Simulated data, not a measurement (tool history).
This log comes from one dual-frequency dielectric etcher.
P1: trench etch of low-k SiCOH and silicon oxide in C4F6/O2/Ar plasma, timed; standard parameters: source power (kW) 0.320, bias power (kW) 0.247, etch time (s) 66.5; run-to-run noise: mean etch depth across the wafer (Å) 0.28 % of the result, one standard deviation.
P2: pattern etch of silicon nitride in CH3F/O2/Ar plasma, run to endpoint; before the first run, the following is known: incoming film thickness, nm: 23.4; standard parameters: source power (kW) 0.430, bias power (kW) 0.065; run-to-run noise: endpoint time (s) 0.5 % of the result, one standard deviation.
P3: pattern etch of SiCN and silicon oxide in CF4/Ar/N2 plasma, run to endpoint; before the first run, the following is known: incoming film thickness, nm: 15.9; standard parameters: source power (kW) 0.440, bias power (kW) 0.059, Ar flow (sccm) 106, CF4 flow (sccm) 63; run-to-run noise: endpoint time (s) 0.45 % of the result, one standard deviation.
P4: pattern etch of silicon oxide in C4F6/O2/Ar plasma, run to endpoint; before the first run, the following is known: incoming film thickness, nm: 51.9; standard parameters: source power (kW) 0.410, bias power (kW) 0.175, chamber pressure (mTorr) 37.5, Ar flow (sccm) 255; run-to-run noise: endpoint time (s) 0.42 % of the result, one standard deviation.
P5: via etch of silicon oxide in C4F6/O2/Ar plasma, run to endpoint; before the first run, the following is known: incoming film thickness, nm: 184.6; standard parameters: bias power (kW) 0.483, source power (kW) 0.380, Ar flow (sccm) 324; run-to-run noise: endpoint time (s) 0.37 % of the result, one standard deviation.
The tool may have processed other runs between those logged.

| run | hour | process that ran | source power (kW) | bias power (kW) | etch time (s) | Ar flow (sccm) | CF4 flow (sccm) | chamber pressure (mTorr) | hours since the last wet clean | hours since the last source power generator calibration | hours since the last bias power generator calibration | mean etch depth across the wafer (Å) | endpoint time (s) |
|---|---|---|---|---|---|---|---|---|---|---|---|---|---|
| 1 | 3.8 | P1 | 0.320 | 0.247 | 66.5 |  |  |  | 306.4 | 1514.0 | 925.2 | 2221.4 |  |
| 2 | 11.7 | P2 | 0.430 | 0.065 |  |  |  |  | 314.3 | 1521.9 | 933.1 |  | 33.476 |
| 3 | 16.0 | P3 | 0.440 | 0.059 |  | 106 | 63 |  | 318.6 | 1526.2 | 937.4 |  | 19.988 |
| 4 | 23.8 | P5 | 0.380 | 0.355 |  | 324 |  |  | 326.4 | 1534.0 | 945.2 |  | 48.161 |
| 5 | 29.1 | P1 | 0.320 | 0.247 | 50.0 |  |  |  | 331.7 | 1539.3 | 950.5 | 1681.9 |  |
| 6 | 34.4 | P1 | 0.320 | 0.247 | 94.5 |  |  |  | 337.0 | 1544.6 | 955.8 | 3182.3 |  |
| 7 | 42.9 | P1 | 0.420 | 0.247 | 66.5 |  |  |  | 345.5 | 1553.1 | 964.3 | 2475.5 |  |
|  | 45.2 | bias power generator calibrated |
| 8 | 48.0 | P2 | 0.430 | 0.042 |  |  |  |  | 350.6 | 1558.2 | 2.8 |  | 38.267 |
| 9 | 53.7 | P3 | 0.560 | 0.059 |  | 106 | 63 |  | 356.3 | 1563.9 | 8.5 |  | 16.101 |
| 10 | 57.7 | P4 | 0.410 | 0.175 |  | 190 |  | 37.5 | 360.3 | 1567.9 | 12.5 |  | 15.837 |
| 11 | 63.3 | P1 | 0.210 | 0.247 | 96.0 |  |  |  | 365.9 | 1573.5 | 18.1 | 2750.0 |  |
| 12 | 67.6 | P1 | 0.320 | 0.247 | 66.5 |  |  |  | 370.2 | 1577.8 | 22.4 | 2231.2 |  |
| 13 | 75.6 | P1 | 0.320 | 0.247 | 66.5 |  |  |  | 378.2 | 1585.8 | 30.4 | 2222.9 |  |
| 14 | 79.9 | P1 | 0.450 | 0.155 | 66.5 |  |  |  | 382.5 | 1590.1 | 34.7 | 2185.2 |  |
| 15 | 85.9 | P5 | 0.380 | 0.483 |  | 324 |  |  | 388.5 | 1596.1 | 40.7 |  | 43.270 |
| 16 | 91.0 | P1 | 0.320 | 0.247 | 66.5 |  |  |  | 393.6 | 1601.2 | 45.8 | 2226.5 |  |
| 17 | 96.3 | P3 | 0.440 | 0.059 |  | 62 | 63 |  | 398.9 | 1606.5 | 51.1 |  | 18.658 |
| 18 | 102.6 | P1 | 0.320 | 0.247 | 66.5 |  |  |  | 405.2 | 1612.8 | 57.4 | 2228.2 |  |
| 19 | 106.9 | P5 | 0.380 | 0.483 |  | 221 |  |  | 409.5 | 1617.1 | 61.7 |  | 41.302 |
| 20 | 112.1 | P5 | 0.380 | 0.483 |  | 324 |  |  | 414.7 | 1622.3 | 66.9 |  | 42.886 |
| 21 | 117.0 | P3 | 0.440 | 0.059 |  | 106 | 44 |  | 419.6 | 1627.2 | 71.8 |  | 21.285 |
| 22 | 125.4 | P3 | 0.440 | 0.039 |  | 106 | 63 |  | 428.0 | 1635.6 | 80.2 |  | 22.892 |
| 23 | 132.8 | P4 | 0.580 | 0.175 |  | 255 |  | 37.5 | 435.4 | 1643.0 | 87.6 |  | 14.371 |
| 24 | 140.3 | P4 | 0.410 | 0.175 |  | 255 |  | 37.5 | 442.9 | 1650.5 | 95.1 |  | 16.450 |
| 25 | 145.9 | P1 | 0.320 | 0.165 | 66.5 |  |  |  | 448.5 | 1656.1 | 100.7 | 1949.8 |  |
| 26 | 149.7 | P4 | 0.410 | 0.175 |  | 255 |  | 28.0 | 452.3 | 1659.9 | 104.5 |  | 15.905 |
| 27 | 158.2 | P1 | 0.240 | 0.247 | 66.5 |  |  |  | 460.8 | 1668.4 | 113.0 | 1994.9 |  |
| 28 | 162.6 | P1 | 0.320 | 0.301 | 66.5 |  |  |  | 465.2 | 1672.8 | 117.4 | 2386.0 |  |
| 29 | 166.5 | P4 | 0.410 | 0.106 |  | 255 |  | 37.5 | 469.1 | 1676.7 | 121.3 |  | 19.075 |
| 30 | 173.8 | P3 | 0.440 | 0.059 |  | 106 | 63 |  | 476.4 | 1684.0 | 128.6 |  | 20.228 |
| 31 | 178.2 | P1 | 0.320 | 0.247 | 66.5 |  |  |  | 480.8 | 1688.4 | 133.0 | 2220.1 |  |
| 32 | 182.6 | P5 | 0.290 | 0.483 |  | 324 |  |  | 485.2 | 1692.8 | 137.4 |  | 47.566 |
| 33 | 189.1 | P2 | 0.280 | 0.065 |  |  |  |  | 491.7 | 1699.3 | 143.9 |  | 38.973 |
| 34 | 194.5 | P1 | 0.320 | 0.247 | 66.5 |  |  |  | 497.1 | 1704.7 | 149.3 | 2234.2 |  |
| 35 | 202.2 | P1 | 0.320 | 0.247 | 66.5 |  |  |  | 504.8 | 1712.4 | 157.0 | 2242.6 |  |
| 36 | 207.8 | P1 | 0.320 | 0.247 | 66.5 |  |  |  | 510.4 | 1718.0 | 162.6 | 2245.5 |  |
| 37 | 211.9 | P1 | 0.320 | 0.247 | 66.5 |  |  |  | 514.5 | 1722.1 | 166.7 | 2249.6 |  |
| 38 | 215.7 | P1 | 0.320 | 0.247 | 66.5 |  |  |  | 518.3 | 1725.9 | 170.5 | 2258.2 |  |
|  | 215.9 | wet clean of the chamber |
| 39 | 223.6 | P1 | 0.320 | 0.247 | 66.5 |  |  |  | 7.7 | 1733.8 | 178.4 | 2254.6 |  |
| 40 | 229.3 | P1 | 0.320 | 0.247 | 66.5 |  |  |  | 13.4 | 1739.5 | 184.1 | 2260.5 |  |
| 41 | 234.3 | P1 | 0.320 | 0.247 | 66.5 |  |  |  | 18.4 | 1744.5 | 189.1 | 2271.6 |  |
| 42 | 241.7 | P1 | 0.320 | 0.247 | 66.5 |  |  |  | 25.8 | 1751.9 | 196.5 | 2250.6 |  |
| 43 | 249.8 | P1 | 0.320 | 0.247 | 66.5 |  |  |  | 33.9 | 1760.0 | 204.6 | 2272.0 |  |

What P1 gives has crept off from where it sat before. The 2 causes that follow fit the log equally well, each at the size noted:
A: bias power that arrives over what is set, % = 4.34
B: source power that arrives over what is set, % = 3.9
The drift started at roughly hour 194.5.
Why every other cause is out:
chamber walls in a state that raises the etch rate, %: was serviced at hour 215.9, once the creep was under way, yet the earlier output never came back

You are offered 4 check runs, listed below with question marks in place of their results; each one averages 3 wafers. Which run separates the listed causes by giving clearly different results for each?
| check 1 | 257.9 | P5 | 0.380 | 0.396 |  | 237 |  |  |  |  |  |  | ? |
| check 2 | 257.9 | P3 | 0.440 | 0.059 |  | 90 | 63 |  |  |  |  |  | ? |
| check 3 | 257.9 | P4 | 0.500 | 0.175 |  | 200 |  | 37.5 |  |  |  |  | ? |
| check 4 | 257.9 | P2 | 0.330 | 0.049 |  |  |  |  |  |  |  |  | ? |

What each check would give under each cause:
| check | result | if A | if B |
|---|---|---|---|
| check 1 | endpoint time (s) | 44.041 | 44.092 |
| check 2 | endpoint time (s) | 19.258 | 18.874 |
| check 3 | endpoint time (s) | 14.584 | 14.557 |
| check 4 | endpoint time (s) | 39.797 | 39.745 |
Separation of the two closest causes in each check, using whichever result separates them best: check 1 0.12 %; check 2 2.02 %; check 3 0.18 %; check 4 0.13 %
Only check 2 tells the causes apart: in the others they would give nearly the same result.

With check 2 done, the readings were: endpoint time (s) 19.227. Identify which of the listed causes applies.

The cause is A: bias power that arrives over what is set, %.

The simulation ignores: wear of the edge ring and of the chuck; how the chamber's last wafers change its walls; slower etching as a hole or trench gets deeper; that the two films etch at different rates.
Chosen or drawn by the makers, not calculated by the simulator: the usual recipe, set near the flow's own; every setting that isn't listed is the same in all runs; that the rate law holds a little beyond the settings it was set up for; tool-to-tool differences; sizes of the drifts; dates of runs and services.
